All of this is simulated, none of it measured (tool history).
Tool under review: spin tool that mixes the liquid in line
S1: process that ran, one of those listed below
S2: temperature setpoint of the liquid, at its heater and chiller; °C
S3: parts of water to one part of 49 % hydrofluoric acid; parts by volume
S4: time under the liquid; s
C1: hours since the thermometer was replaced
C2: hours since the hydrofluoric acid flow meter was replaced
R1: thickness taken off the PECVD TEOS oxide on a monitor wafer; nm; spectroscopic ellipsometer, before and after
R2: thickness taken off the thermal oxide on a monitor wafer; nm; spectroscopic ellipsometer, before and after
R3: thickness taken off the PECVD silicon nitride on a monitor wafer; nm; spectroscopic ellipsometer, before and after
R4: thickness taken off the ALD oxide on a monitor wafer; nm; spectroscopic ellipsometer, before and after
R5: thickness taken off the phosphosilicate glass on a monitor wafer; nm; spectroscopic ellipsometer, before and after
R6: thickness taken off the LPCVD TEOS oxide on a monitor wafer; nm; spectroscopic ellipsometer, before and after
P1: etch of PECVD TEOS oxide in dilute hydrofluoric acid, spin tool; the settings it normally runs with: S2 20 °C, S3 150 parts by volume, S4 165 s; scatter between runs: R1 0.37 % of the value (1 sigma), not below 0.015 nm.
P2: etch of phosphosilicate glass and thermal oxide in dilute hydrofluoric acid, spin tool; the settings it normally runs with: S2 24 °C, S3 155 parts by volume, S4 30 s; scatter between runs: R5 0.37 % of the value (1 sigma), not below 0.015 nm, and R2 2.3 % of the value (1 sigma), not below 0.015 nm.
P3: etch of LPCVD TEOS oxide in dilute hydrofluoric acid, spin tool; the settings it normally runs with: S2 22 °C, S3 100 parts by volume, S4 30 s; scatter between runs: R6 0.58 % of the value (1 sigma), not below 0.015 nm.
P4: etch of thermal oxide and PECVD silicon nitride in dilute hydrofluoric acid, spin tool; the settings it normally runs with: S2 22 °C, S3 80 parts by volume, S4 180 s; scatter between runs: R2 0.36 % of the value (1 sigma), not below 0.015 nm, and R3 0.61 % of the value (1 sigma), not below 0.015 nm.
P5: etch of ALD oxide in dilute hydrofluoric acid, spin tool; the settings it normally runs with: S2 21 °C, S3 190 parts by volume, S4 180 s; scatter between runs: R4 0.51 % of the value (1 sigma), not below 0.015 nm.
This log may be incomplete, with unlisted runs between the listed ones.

run   hour  S1    S2   S3   S4     C1     C2      R1       R2      R3      R4      R5      R6
  1    9.4  P1    20  150  165  376.2  492.6  8.3124
  2   17.8  P4    22   80  180  384.6    501           10.067  4.5192
  3   23.4  P4    22   80   55  390.2  506.6           3.0786   1.388
  4     33  P4    22   20  180  399.8  516.2           43.305  17.239
  5   41.9  P5    21  190  180  408.7  525.1                           7.4973
  6   47.7  P1    17  150  165  414.5  530.9  7.3802
  7   52.6  P1    20  150  165  419.4  535.8  8.3449
  8   61.9  P2    24   25   30  428.7  545.1           6.5156                   143.9
  9   68.6  P1    20  150  165  435.4  551.8  8.3075
 10   76.4  P3    22  100   15  443.2  559.6                                           3.0945
 11   85.9  P1    20  150   15  452.7  569.1  0.7615
 12   93.7  P1  23.5  150  165  460.5  576.9  9.5779
      98.7  -- hydrofluoric acid flow meter replaced
 13  101.6  P1    20  150  255  468.4      3  12.831
 14  106.6  P3    22   45   30  473.4      8                                           14.513
 15  111.3  P5    21  190  180  478.1   12.7                           7.4271
 16  116.6  P3    22  100   30  483.4     18                                           6.0944
 17  123.5  P5    28  190  180  490.3   24.9                           9.6408
 18  130.7  P5    21  190  335  497.5   32.1                           13.834
 19  137.1  P1    20   30  165  503.9   38.5  47.599
 20  144.7  P3  17.5  100   30  511.5   46.1                                           5.0876
 21  149.8  P4    18   80  180  516.6   51.2           8.5927  3.3987
 22    156  P1    20  260  165  522.8   57.4  4.3055
 23  165.8  P2    24  155   15  532.6   67.2          0.46518                  9.8507
 24  170.8  P5    21  345  180  537.6   72.2                           3.5381
 25    180  P2    24  155   30  546.8   81.4          0.89608                   19.79
 26    186  P2    28  155   30  552.8   87.4           1.0463                  22.953
 27  190.5  P1    20  210   50  557.3   91.9  1.6867
 28  196.3  P1    20  150  165  563.1   97.7  8.2403
 29  201.2  P4    22   80  180    568  102.6           10.088  4.5051
 30  210.7  P1    20  150  165  577.5  112.1  8.3052
 31  218.4  P1  23.5  150   90  585.2  119.8   5.191
 32    225  P1    20  150  165  591.8  126.4  8.3011
 33  231.1  P1    20  150  165  597.9  132.5  8.4294
 34  238.5  P1    20  150  165  605.3  139.9  8.5359
 35  246.2  P1    20  150  165    613  147.6  8.6068
 36  254.1  P1    20  150  165  620.9  155.5  8.6873
 37  263.9  P1    20  150  165  630.7  165.3  8.6964
 38  273.7  P1    20  150  165  640.5  175.1  8.7875
 39  281.6  P1    20  150  165  648.4    183   8.782
 40  287.5  P1    20  150  165  654.3  188.9  8.7938
 41  294.5  P1    20  150  165  661.3  195.9  8.8468
 42  302.7  P1    20  150  165  669.5  204.1  8.7201
 43  309.6  P1    20  150  165  676.4    211  8.8698

The output of P1 has drifted from where it used to be. Each of the 2 causes below, taken at the size shown beside it, accounts for the log equally well:
A: hydrofluoric acid flow above the setpoint (%) = 5.13
B: liquid hotter than its thermometer reads (K) = 1.47
The process output started creeping at around hour 225.

The check runs listed below each take one wafer, and their results are still question marks. Under which run would the listed causes lead to clearly different results?
check 1  316.5  P5  25.5  190  180                       ?
check 2  316.5  P2    24  155   15               ?           ?
check 3  316.5  P3    22   65   30                               ?
check 4  316.5  P4    22   30   75               ?   ?

Outcome of each check run for each possible cause:
  check  result     if A     if B
check 1      R4   9.3552   9.2887
check 2      R2  0.47273  0.47129
check 2      R5   10.491   10.459
check 3      R6   10.379   10.446
check 4      R2   12.572   12.703
check 4      R3   5.1254   5.4042
Smallest distance between any two causes, each pair judged by its most separating result, in per cent: check 1 0.71 %; check 2 0.3 %; check 3 0.65 %; check 4 5.3 %
Only in check 4 would the causes give clearly different results; in the remaining checks their results would be nearly the same.

The results of check 4 are: R2 12.662 nm; R3 5.0924 nm. Based on these, which of the listed causes is it?

The correct cause is A, namely: hydrofluoric acid flow above the setpoint (%).
